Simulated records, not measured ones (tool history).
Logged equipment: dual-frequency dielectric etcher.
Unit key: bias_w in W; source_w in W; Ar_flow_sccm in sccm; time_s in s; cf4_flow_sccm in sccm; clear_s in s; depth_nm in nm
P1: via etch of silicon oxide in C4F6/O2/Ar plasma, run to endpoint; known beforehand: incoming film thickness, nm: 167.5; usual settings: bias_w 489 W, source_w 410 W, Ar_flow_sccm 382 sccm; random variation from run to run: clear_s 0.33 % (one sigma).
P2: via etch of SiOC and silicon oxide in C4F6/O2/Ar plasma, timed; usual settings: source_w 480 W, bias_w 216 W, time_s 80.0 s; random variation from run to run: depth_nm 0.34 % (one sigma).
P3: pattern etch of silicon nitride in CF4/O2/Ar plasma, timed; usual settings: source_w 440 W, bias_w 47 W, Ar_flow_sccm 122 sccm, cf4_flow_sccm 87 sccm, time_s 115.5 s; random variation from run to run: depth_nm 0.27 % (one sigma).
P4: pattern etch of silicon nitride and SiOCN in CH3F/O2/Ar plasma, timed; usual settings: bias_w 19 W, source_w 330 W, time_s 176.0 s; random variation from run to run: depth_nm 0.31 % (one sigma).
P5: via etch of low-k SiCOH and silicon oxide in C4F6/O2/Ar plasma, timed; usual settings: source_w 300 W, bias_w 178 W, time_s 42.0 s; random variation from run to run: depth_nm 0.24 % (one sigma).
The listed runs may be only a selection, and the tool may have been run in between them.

run,hour,process,bias_w,source_w,Ar_flow_sccm,time_s,cf4_flow_sccm,hours since the last wet clean,hours since the last bias power generator calibration,hours since the last source power generator calibration,hours since the last Ar flow controller change,clear_s,depth_nm
1,3.3,P1,489,410,382,,,308.4,2896.6,1581.4,760.4,37.421,
2,6.3,P1,489,500,291,,,311.4,2899.6,1584.4,763.4,33.850,
3,10.6,P4,19,330,,176.0,,315.7,2903.9,1588.7,767.7,,20.407
4,13.9,P5,178,300,,42.0,,319.0,2907.2,1592.0,771.0,,95.939
# hour 15.2: source power generator calibrated
5,18.3,P2,216,480,,100.0,,323.4,2911.6,3.2,775.4,,127.010
6,22.3,P3,47,440,122,157.5,87,327.4,2915.6,7.2,779.4,,249.340
7,25.1,P1,489,410,382,,,330.2,2918.4,10.0,782.2,37.244,
8,27.3,P3,47,440,122,115.5,113,332.4,2920.6,12.2,784.4,,190.250
9,32.4,P2,170,480,,80.0,,337.5,2925.7,17.3,789.5,,93.601
10,36.4,P3,63,440,122,115.5,87,341.5,2929.7,21.3,793.5,,205.690
11,40.8,P4,14,330,,176.0,,345.9,2934.1,25.7,797.9,,17.925
12,44.6,P1,489,410,382,,,349.7,2937.9,29.5,801.7,37.382,
13,47.2,P5,178,360,,42.0,,352.3,2940.5,32.1,804.3,,102.640
14,51.2,P1,489,410,277,,,356.3,2944.5,36.1,808.3,36.146,
15,54.7,P2,216,480,,80.0,,359.8,2948.0,39.6,811.8,,102.050
16,57.7,P5,230,300,,42.0,,362.8,2951.0,42.6,814.8,,104.560
17,62.3,P5,178,300,,27.5,,367.4,2955.6,47.2,819.4,,62.609
18,66.0,P1,489,310,382,,,371.1,2959.3,50.9,823.1,41.390,
19,70.6,P1,631,410,382,,,375.7,2963.9,55.5,827.7,34.034,
20,75.2,P3,47,440,122,115.5,87,380.3,2968.5,60.1,832.3,,182.720
21,78.3,P1,489,500,382,,,383.4,2971.6,63.2,835.4,34.846,
22,81.4,P1,310,410,382,,,386.5,2974.7,66.3,838.5,44.238,
23,83.7,P1,489,410,382,,,388.8,2977.0,68.6,840.8,37.471,
24,88.4,P2,216,480,,80.0,,393.5,2981.7,73.3,845.5,,101.490
25,92.0,P1,489,410,382,,,397.1,2985.3,76.9,849.1,37.258,
26,96.1,P3,47,340,122,115.5,87,401.2,2989.4,81.0,853.2,,146.720
27,99.8,P5,178,300,,42.0,,404.9,2993.1,84.7,856.9,,95.599
28,103.7,P3,47,440,165,115.5,87,408.8,2997.0,88.6,860.8,,174.330

Run 29 is up next; what results do you expect?
29,106.0,P2,216,590,,80.0,,411.1,2999.3,90.9,863.1,,?

depth_nm: 109.880 nm
